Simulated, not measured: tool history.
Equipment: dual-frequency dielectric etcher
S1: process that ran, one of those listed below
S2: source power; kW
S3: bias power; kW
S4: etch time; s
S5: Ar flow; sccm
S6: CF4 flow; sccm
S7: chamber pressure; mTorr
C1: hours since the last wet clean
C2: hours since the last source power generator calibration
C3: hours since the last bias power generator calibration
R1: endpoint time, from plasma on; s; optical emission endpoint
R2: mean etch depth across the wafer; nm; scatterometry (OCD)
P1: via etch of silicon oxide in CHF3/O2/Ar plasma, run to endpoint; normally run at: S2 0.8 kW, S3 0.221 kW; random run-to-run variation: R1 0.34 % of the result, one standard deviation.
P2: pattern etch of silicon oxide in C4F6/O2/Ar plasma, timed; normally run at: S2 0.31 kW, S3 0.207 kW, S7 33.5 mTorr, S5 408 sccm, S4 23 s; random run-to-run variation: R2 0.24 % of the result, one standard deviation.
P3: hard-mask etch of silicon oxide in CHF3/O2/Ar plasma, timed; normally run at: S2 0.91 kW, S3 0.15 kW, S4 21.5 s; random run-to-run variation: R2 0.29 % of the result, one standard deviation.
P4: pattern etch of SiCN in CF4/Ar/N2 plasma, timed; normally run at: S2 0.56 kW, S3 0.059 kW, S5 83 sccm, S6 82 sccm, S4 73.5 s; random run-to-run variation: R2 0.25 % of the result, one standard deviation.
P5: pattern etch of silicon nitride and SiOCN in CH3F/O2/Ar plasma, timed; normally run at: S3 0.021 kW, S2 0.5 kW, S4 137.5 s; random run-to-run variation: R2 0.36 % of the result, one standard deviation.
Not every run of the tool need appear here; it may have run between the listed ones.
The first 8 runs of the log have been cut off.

| run | hour | S1 | S2 | S3 | S4 | S5 | S6 | S7 | C1 | C2 | C3 | R1 | R2 |
|---|---|---|---|---|---|---|---|---|---|---|---|---|---|
| 9 | 35.8 | P1 | 0.8 | 0.221 |  |  |  |  | 304.1 | 531.8 | 2231.3 | 342.15 |  |
| 10 | 39 | P2 | 0.31 | 0.207 | 15.5 | 408 |  | 33.5 | 307.3 | 535 | 2234.5 |  | 44.328 |
| 11 | 43.7 | P2 | 0.31 | 0.207 | 23 | 408 |  | 33.5 | 312 | 539.7 | 2239.2 |  | 66.168 |
| 12 | 46.7 | P1 | 0.98 | 0.221 |  |  |  |  | 315 | 542.7 | 2242.2 | 315.98 |  |
| 13 | 51.2 | P1 | 0.8 | 0.294 |  |  |  |  | 319.5 | 547.2 | 2246.7 | 308.38 |  |
| 14 | 56.4 | P1 | 0.47 | 0.221 |  |  |  |  | 324.7 | 552.4 | 2251.9 | 417.87 |  |
| 15 | 61.4 | P3 | 0.91 | 0.15 | 12 |  |  |  | 329.7 | 557.4 | 2256.9 |  | 27.066 |
| 16 | 64.6 | P5 | 0.5 | 0.021 | 137.5 |  |  |  | 332.9 | 560.6 | 2260.1 |  | 19.15 |
| 17 | 69.3 | P5 | 0.37 | 0.021 | 137.5 |  |  |  | 337.6 | 565.3 | 2264.8 |  | 17.166 |
| 18 | 72.1 | P1 | 0.6 | 0.275 |  |  |  |  | 340.4 | 568.1 | 2267.6 | 350.72 |  |
| 19 | 75.3 | P5 | 0.5 | 0.021 | 91.5 |  |  |  | 343.6 | 571.3 | 2270.8 |  | 12.635 |
| 20 | 78 | P2 | 0.31 | 0.207 | 23 | 408 |  | 42.5 | 346.3 | 574 | 2273.5 |  | 64.277 |
| 21 | 82.9 | P3 | 0.91 | 0.15 | 21.5 |  |  |  | 351.2 | 578.9 | 2278.4 |  | 48.285 |
| 22 | 85.6 | P4 | 0.56 | 0.075 | 73.5 | 83 | 82 |  | 353.9 | 581.6 | 2281.1 |  | 80.971 |

Run 23 comes next. What will it give?
| 23 | 89.1 | P2 | 0.31 | 0.207 | 23 | 244 |  | 33.5 | 357.4 | 585.1 | 2284.6 |  | ? |

{"run 23": {"R2": 70.103}}
